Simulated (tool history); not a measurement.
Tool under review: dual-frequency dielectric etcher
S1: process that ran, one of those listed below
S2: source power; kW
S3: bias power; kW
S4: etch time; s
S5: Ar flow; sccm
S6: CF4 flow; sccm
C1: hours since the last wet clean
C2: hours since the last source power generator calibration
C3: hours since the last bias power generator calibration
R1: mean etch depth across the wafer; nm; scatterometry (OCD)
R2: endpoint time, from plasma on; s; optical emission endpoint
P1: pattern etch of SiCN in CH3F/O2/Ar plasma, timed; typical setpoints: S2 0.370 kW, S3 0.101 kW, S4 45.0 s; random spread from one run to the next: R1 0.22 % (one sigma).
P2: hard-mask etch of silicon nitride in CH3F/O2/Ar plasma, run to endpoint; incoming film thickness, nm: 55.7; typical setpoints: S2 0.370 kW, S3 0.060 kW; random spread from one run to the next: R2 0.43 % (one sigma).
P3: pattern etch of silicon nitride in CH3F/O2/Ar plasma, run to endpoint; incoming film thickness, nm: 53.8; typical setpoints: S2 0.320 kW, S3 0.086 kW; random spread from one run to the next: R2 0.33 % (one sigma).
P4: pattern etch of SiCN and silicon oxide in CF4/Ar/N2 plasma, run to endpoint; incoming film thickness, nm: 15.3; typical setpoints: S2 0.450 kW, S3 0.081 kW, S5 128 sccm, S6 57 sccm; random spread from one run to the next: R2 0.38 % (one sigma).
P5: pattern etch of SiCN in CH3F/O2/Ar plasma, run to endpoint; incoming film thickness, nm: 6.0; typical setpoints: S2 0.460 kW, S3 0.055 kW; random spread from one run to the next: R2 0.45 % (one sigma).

run 1 hour=9.9 | S1=P1 S2=0.370 S3=0.101 S4=45.0 | C1=307.0 C2=3241.0 C3=781.8 | R1=18.796
run 2 hour=19.2 | S1=P3 S2=0.320 S3=0.086 | C1=316.3 C2=3250.3 C3=791.1 | R2=80.470
run 3 hour=31.5 | S1=P1 S2=0.370 S3=0.101 S4=45.0 | C1=328.6 C2=3262.6 C3=803.4 | R1=18.870
run 4 hour=39.5 | S1=P3 S2=0.320 S3=0.086 | C1=336.6 C2=3270.6 C3=811.4 | R2=80.473
run 5 hour=51.5 | S1=P1 S2=0.370 S3=0.073 S4=55.5 | C1=348.6 C2=3282.6 C3=823.4 | R1=20.545
run 6 hour=61.4 | S1=P3 S2=0.320 S3=0.121 | C1=358.5 C2=3292.5 C3=833.3 | R2=71.304
run 7 hour=76.4 | S1=P4 S2=0.570 S3=0.081 S5=128 S6=57 | C1=373.5 C2=3307.5 C3=848.3 | R2=14.481
run 8 hour=88.0 | S1=P5 S2=0.460 S3=0.055 | C1=385.1 C2=3319.1 C3=859.9 | R2=16.555
run 9 hour=94.6 | S1=P1 S2=0.370 S3=0.101 S4=45.0 | C1=391.7 C2=3325.7 C3=866.5 | R1=18.923
run 10 hour=103.7 | S1=P1 S2=0.370 S3=0.101 S4=45.0 | C1=400.8 C2=3334.8 C3=875.6 | R1=18.854
run 11 hour=113.8 | S1=P1 S2=0.370 S3=0.129 S4=45.0 | C1=410.9 C2=3344.9 C3=885.7 | R1=20.758
run 12 hour=126.2 | S1=P2 S2=0.370 S3=0.048 | C1=423.3 C2=3357.3 C3=898.1 | R2=95.520
run 13 hour=135.3 | S1=P2 S2=0.370 S3=0.060 | C1=432.4 C2=3366.4 C3=907.2 | R2=88.347
-- hour=137.7 bias power generator calibrated
run 14 hour=146.2 | S1=P2 S2=0.370 S3=0.060 | C1=443.3 C2=3377.3 C3=8.6 | R2=88.246
run 15 hour=153.9 | S1=P1 S2=0.370 S3=0.101 S4=63.5 | C1=451.0 C2=3385.0 C3=16.3 | R1=26.571
run 16 hour=162.4 | S1=P4 S2=0.450 S3=0.081 S5=128 S6=76 | C1=459.5 C2=3393.5 C3=24.8 | R2=17.009
run 17 hour=170.6 | S1=P1 S2=0.370 S3=0.082 S4=27.5 | C1=467.7 C2=3401.7 C3=33.0 | R1=10.693
run 18 hour=182.8 | S1=P5 S2=0.620 S3=0.055 | C1=479.9 C2=3413.9 C3=45.2 | R2=14.722
run 19 hour=197.8 | S1=P2 S2=0.460 S3=0.060 | C1=494.9 C2=3428.9 C3=60.2 | R2=81.320
run 20 hour=208.7 | S1=P1 S2=0.370 S3=0.101 S4=25.0 | C1=505.8 C2=3439.8 C3=71.1 | R1=10.450
run 21 hour=216.2 | S1=P1 S2=0.240 S3=0.101 S4=45.0 | C1=513.3 C2=3447.3 C3=78.6 | R1=16.147
run 22 hour=230.0 | S1=P5 S2=0.460 S3=0.032 | C1=527.1 C2=3461.1 C3=92.4 | R2=19.606
run 23 hour=237.2 | S1=P1 S2=0.370 S3=0.101 S4=45.0 | C1=534.3 C2=3468.3 C3=99.6 | R1=18.820
run 24 hour=248.5 | S1=P1 S2=0.370 S3=0.101 S4=45.0 | C1=545.6 C2=3479.6 C3=110.9 | R1=18.899
run 25 hour=260.7 | S1=P4 S2=0.450 S3=0.081 S5=128 S6=57 | C1=557.8 C2=3491.8 C3=123.1 | R2=17.910
run 26 hour=269.5 | S1=P1 S2=0.370 S3=0.101 S4=45.0 | C1=566.6 C2=3500.6 C3=131.9 | R1=18.820
run 27 hour=284.2 | S1=P1 S2=0.500 S3=0.101 S4=45.0 | C1=581.3 C2=3515.3 C3=146.6 | R1=21.118
run 28 hour=297.6 | S1=P3 S2=0.380 S3=0.086 | C1=594.7 C2=3528.7 C3=160.0 | R2=76.038
run 29 hour=305.0 | S1=P5 S2=0.460 S3=0.055 | C1=602.1 C2=3536.1 C3=167.4 | R2=16.633
run 30 hour=314.9 | S1=P4 S2=0.450 S3=0.081 S5=76 S6=57 | C1=612.0 C2=3546.0 C3=177.3 | R2=16.495
run 31 hour=326.3 | S1=P1 S2=0.370 S3=0.066 S4=45.0 | C1=623.4 C2=3557.4 C3=188.7 | R1=16.162
run 32 hour=335.1 | S1=P4 S2=0.450 S3=0.058 S5=128 S6=57 | C1=632.2 C2=3566.2 C3=197.5 | R2=20.048
run 33 hour=346.9 | S1=P1 S2=0.370 S3=0.101 S4=45.0 | C1=644.0 C2=3578.0 C3=209.3 | R1=18.893
run 34 hour=357.2 | S1=P1 S2=0.370 S3=0.101 S4=45.0 | C1=654.3 C2=3588.3 C3=219.6 | R1=18.956
run 35 hour=366.2 | S1=P1 S2=0.370 S3=0.101 S4=45.0 | C1=663.3 C2=3597.3 C3=228.6 | R1=19.041
run 36 hour=376.3 | S1=P1 S2=0.370 S3=0.101 S4=45.0 | C1=673.4 C2=3607.4 C3=238.7 | R1=19.049
-- hour=378.7 wet clean of the chamber
run 37 hour=389.4 | S1=P1 S2=0.370 S3=0.101 S4=45.0 | C1=10.7 C2=3620.5 C3=251.8 | R1=19.067
run 38 hour=404.6 | S1=P1 S2=0.370 S3=0.101 S4=45.0 | C1=25.9 C2=3635.7 C3=267.0 | R1=19.191
run 39 hour=413.4 | S1=P1 S2=0.370 S3=0.101 S4=45.0 | C1=34.7 C2=3644.5 C3=275.8 | R1=19.053
run 40 hour=423.4 | S1=P1 S2=0.370 S3=0.101 S4=45.0 | C1=44.7 C2=3654.5 C3=285.8 | R1=19.090
run 41 hour=435.6 | S1=P1 S2=0.370 S3=0.101 S4=45.0 | C1=56.9 C2=3666.7 C3=298.0 | R1=19.101

The log shows P1 creeping away from where it was. Any of the 2 causes listed here, at the size stated for it, fits the log just as well as the others:
A: source power that arrives over what is set, % = 3.77
B: bias power that arrives over what is set, % = 3.65
The drift started at roughly hour 346.9.
The rest of the possible causes, and what rules out each one:
chamber walls in a state that raises the etch rate, %: serviced after onset, at hour 378.7, with no recovery of the prior output

Which of the 4 check runs listed below, each an average over 2 wafers with its results shown as question marks, gives clearly different results under the different listed causes?
run check 1 hour=447.8 | S1=P4 S2=0.450 S3=0.081 S5=82 S6=57 | R2=?
run check 2 hour=447.8 | S1=P2 S2=0.440 S3=0.060 | R2=?
run check 3 hour=447.8 | S1=P3 S2=0.370 S3=0.115 | R2=?
run check 4 hour=447.8 | S1=P5 S2=0.590 S3=0.044 | R2=?

What each check would give under each cause:
check=check_1 result=R2 if_A=16.187 if_B=16.516
check=check_2 result=R2 if_A=81.741 if_B=81.949
check=check_3 result=R2 if_A=67.973 if_B=67.977
check=check_4 result=R2 if_A=15.919 if_B=15.979
How far apart the two closest causes lie, in the result that separates them most: check 1 2.01 %; check 2 0.25 %; check 3 0.01 %; check 4 0.38 %
The other checks would show nearly matching results whichever cause is true, so check 1 is the only one that separates the causes.

Here is what check 1 returned: R2 16.125 s. Which cause is it?

The correct cause is A, namely: source power that arrives over what is set, %.
